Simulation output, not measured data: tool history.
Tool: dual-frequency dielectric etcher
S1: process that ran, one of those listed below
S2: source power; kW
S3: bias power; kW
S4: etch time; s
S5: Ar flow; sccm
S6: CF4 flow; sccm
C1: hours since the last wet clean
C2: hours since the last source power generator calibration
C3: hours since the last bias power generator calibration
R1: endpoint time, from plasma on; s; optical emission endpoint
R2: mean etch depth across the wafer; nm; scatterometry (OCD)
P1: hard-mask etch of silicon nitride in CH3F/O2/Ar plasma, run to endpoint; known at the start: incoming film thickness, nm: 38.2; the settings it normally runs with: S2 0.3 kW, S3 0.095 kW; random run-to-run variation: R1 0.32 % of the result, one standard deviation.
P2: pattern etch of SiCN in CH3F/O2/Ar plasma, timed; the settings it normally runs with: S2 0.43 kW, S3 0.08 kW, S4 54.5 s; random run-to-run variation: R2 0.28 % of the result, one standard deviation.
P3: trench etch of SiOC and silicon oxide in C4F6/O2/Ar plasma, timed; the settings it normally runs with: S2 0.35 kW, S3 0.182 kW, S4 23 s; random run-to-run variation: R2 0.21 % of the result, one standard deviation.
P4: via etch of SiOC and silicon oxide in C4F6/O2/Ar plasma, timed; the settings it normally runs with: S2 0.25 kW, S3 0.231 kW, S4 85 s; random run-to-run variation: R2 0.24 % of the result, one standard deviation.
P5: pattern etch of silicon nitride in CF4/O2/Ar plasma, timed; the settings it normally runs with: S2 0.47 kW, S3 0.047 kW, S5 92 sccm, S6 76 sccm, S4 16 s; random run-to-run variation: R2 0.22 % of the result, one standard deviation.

run 1 day=0.188 | S1=P1 S2=0.3 S3=0.095 | C1=486.1 C2=380.6 C3=1887.7 | R1=54.947
run 2 day=0.475 | S1=P1 S2=0.17 S3=0.078 | C1=493 C2=387.5 C3=1894.6 | R1=73.273
run 3 day=0.729 | S1=P1 S2=0.3 S3=0.12 | C1=499.1 C2=393.6 C3=1900.7 | R1=50.227
run 4 day=1 | S1=P1 S2=0.3 S3=0.095 | C1=505.6 C2=400.1 C3=1907.2 | R1=54.898
run 5 day=1.179 | S1=P1 S2=0.22 S3=0.133 | C1=509.9 C2=404.4 C3=1911.5 | R1=53.918
run 6 day=1.404 | S1=P1 S2=0.3 S3=0.095 | C1=515.3 C2=409.8 C3=1916.9 | R1=54.643
run 7 day=1.612 | S1=P3 S2=0.35 S3=0.182 S4=23 | C1=520.3 C2=414.8 C3=1921.9 | R2=42.605
run 8 day=1.775 | S1=P5 S2=0.47 S3=0.047 S4=21 S5=92 S6=76 | C1=524.2 C2=418.7 C3=1925.8 | R2=36.119
run 9 day=2.004 | S1=P3 S2=0.35 S3=0.182 S4=15 | C1=529.7 C2=424.2 C3=1931.3 | R2=27.779
run 10 day=2.267 | S1=P5 S2=0.47 S3=0.047 S4=16 S5=92 S6=101 | C1=536 C2=430.5 C3=1937.6 | R2=28.569
run 11 day=2.508 | S1=P5 S2=0.47 S3=0.047 S4=16 S5=56 S6=76 | C1=541.8 C2=436.3 C3=1943.4 | R2=29.146
run 12 day=2.721 | S1=P2 S2=0.58 S3=0.08 S4=54.5 | C1=546.9 C2=441.4 C3=1948.5 | R2=24.676
run 13 day=2.896 | S1=P5 S2=0.47 S3=0.047 S4=16 S5=92 S6=76 | C1=551.1 C2=445.6 C3=1952.7 | R2=27.626
run 14 day=3.162 | S1=P4 S2=0.25 S3=0.231 S4=85 | C1=557.5 C2=452 C3=1959.1 | R2=85.81
run 15 day=3.325 | S1=P4 S2=0.19 S3=0.231 S4=85 | C1=561.4 C2=455.9 C3=1963 | R2=77.299
run 16 day=3.521 | S1=P5 S2=0.47 S3=0.035 S4=16 S5=92 S6=76 | C1=566.1 C2=460.6 C3=1967.7 | R2=24.796
run 17 day=3.692 | S1=P4 S2=0.25 S3=0.147 S4=85 | C1=570.2 C2=464.7 C3=1971.8 | R2=74.128
run 18 day=3.988 | S1=P1 S2=0.3 S3=0.061 | C1=577.3 C2=471.8 C3=1978.9 | R1=63.914
run 19 day=4.167 | S1=P2 S2=0.43 S3=0.08 S4=54.5 | C1=581.6 C2=476.1 C3=1983.2 | R2=22.048
run 20 day=4.417 | S1=P1 S2=0.21 S3=0.12 | C1=587.6 C2=482.1 C3=1989.2 | R1=57.441
run 21 day=4.621 | S1=P4 S2=0.25 S3=0.231 S4=85 | C1=592.5 C2=487 C3=1994.1 | R2=85.798
run 22 day=4.908 | S1=P3 S2=0.35 S3=0.232 S4=23 | C1=599.4 C2=493.9 C3=2001 | R2=46.112
run 23 day=5.2 | S1=P4 S2=0.25 S3=0.231 S4=56 | C1=606.4 C2=500.9 C3=2008 | R2=56.737
run 24 day=5.504 | S1=P1 S2=0.3 S3=0.095 | C1=613.7 C2=508.2 C3=2015.3 | R1=54.426
run 25 day=5.646 | S1=P5 S2=0.3 S3=0.047 S4=16 S5=92 S6=76 | C1=617.1 C2=511.6 C3=2018.7 | R2=18.659
run 26 day=5.929 | S1=P2 S2=0.43 S3=0.08 S4=54.5 | C1=623.9 C2=518.4 C3=2025.5 | R2=22.134
run 27 day=6.204 | S1=P2 S2=0.43 S3=0.08 S4=80 | C1=630.5 C2=525 C3=2032.1 | R2=32.461
run 28 day=6.429 | S1=P1 S2=0.17 S3=0.095 | C1=635.9 C2=530.4 C3=2037.5 | R1=67.424
run 29 day=6.679 | S1=P3 S2=0.46 S3=0.182 S4=23 | C1=641.9 C2=536.4 C3=2043.5 | R2=47.225
run 30 day=6.838 | S1=P1 S2=0.38 S3=0.095 | C1=645.7 C2=540.2 C3=2047.3 | R1=50.253
run 31 day=7.138 | S1=P2 S2=0.43 S3=0.101 S4=54.5 | C1=652.9 C2=547.4 C3=2054.5 | R2=24.245
run 32 day=7.338 | S1=P1 S2=0.3 S3=0.095 | C1=657.7 C2=552.2 C3=2059.3 | R1=54.709
run 33 day=7.6 | S1=P1 S2=0.3 S3=0.095 | C1=664 C2=558.5 C3=2065.6 | R1=54.212
run 34 day=7.792 | S1=P1 S2=0.3 S3=0.095 | C1=668.6 C2=563.1 C3=2070.2 | R1=54.176
run 35 day=7.946 | S1=P1 S2=0.3 S3=0.095 | C1=672.3 C2=566.8 C3=2073.9 | R1=54.181
-- day=8.05 wet clean of the chamber
run 36 day=8.15 | S1=P1 S2=0.3 S3=0.095 | C1=2.5 C2=571.7 C3=2078.8 | R1=54.075
run 37 day=8.392 | S1=P1 S2=0.3 S3=0.095 | C1=8.3 C2=577.5 C3=2084.6 | R1=53.601
run 38 day=8.617 | S1=P1 S2=0.3 S3=0.095 | C1=13.7 C2=582.9 C3=2090 | R1=53.961
run 39 day=8.783 | S1=P1 S2=0.3 S3=0.095 | C1=17.7 C2=586.9 C3=2094 | R1=53.969
run 40 day=9.021 | S1=P1 S2=0.3 S3=0.095 | C1=23.4 C2=592.6 C3=2099.7 | R1=53.894

Something has made what P1 gives creep away from where it was; the 2 causes below, each at its own stated size, fit the log equally well:
A: source power that arrives over what is set, % = 4.4
B: bias power that arrives over what is set, % = 4.4
The gradual shift began around day 7.338.
Why every other cause is out:
chamber walls in a state that raises the etch rate, %: serviced at day 8.05, which brought nothing back

Each of the 4 check runs below uses one wafer; its results are left as question marks. Which run tells the causes apart?
run check 1 day=9.258 | S1=P2 S2=0.43 S3=0.08 S4=54.5 | R2=?
run check 2 day=9.258 | S1=P3 S2=0.35 S3=0.182 S4=23 | R2=?
run check 3 day=9.258 | S1=P5 S2=0.47 S3=0.047 S4=16 S5=92 S6=76 | R2=?
run check 4 day=9.258 | S1=P4 S2=0.25 S3=0.231 S4=85 | R2=?

Check results expected under each cause:
check=check_1 result=R2 if_A=22.484 if_B=22.471
check=check_2 result=R2 if_A=43.235 if_B=43.112
check=check_3 result=R2 if_A=28.591 if_B=27.997
check=check_4 result=R2 if_A=87.255 if_B=87.147
How far apart the two closest causes lie, in the result that separates them most: check 1 0.06 %; check 2 0.28 %; check 3 2.1 %; check 4 0.12 %
Check 3 is the one run that separates the causes; every other check would come out nearly the same whichever cause is at work.

The results of check 3 are: R2 28.567 nm. Based on these, which of the listed causes is it?

The cause is A: source power that arrives over what is set, %.
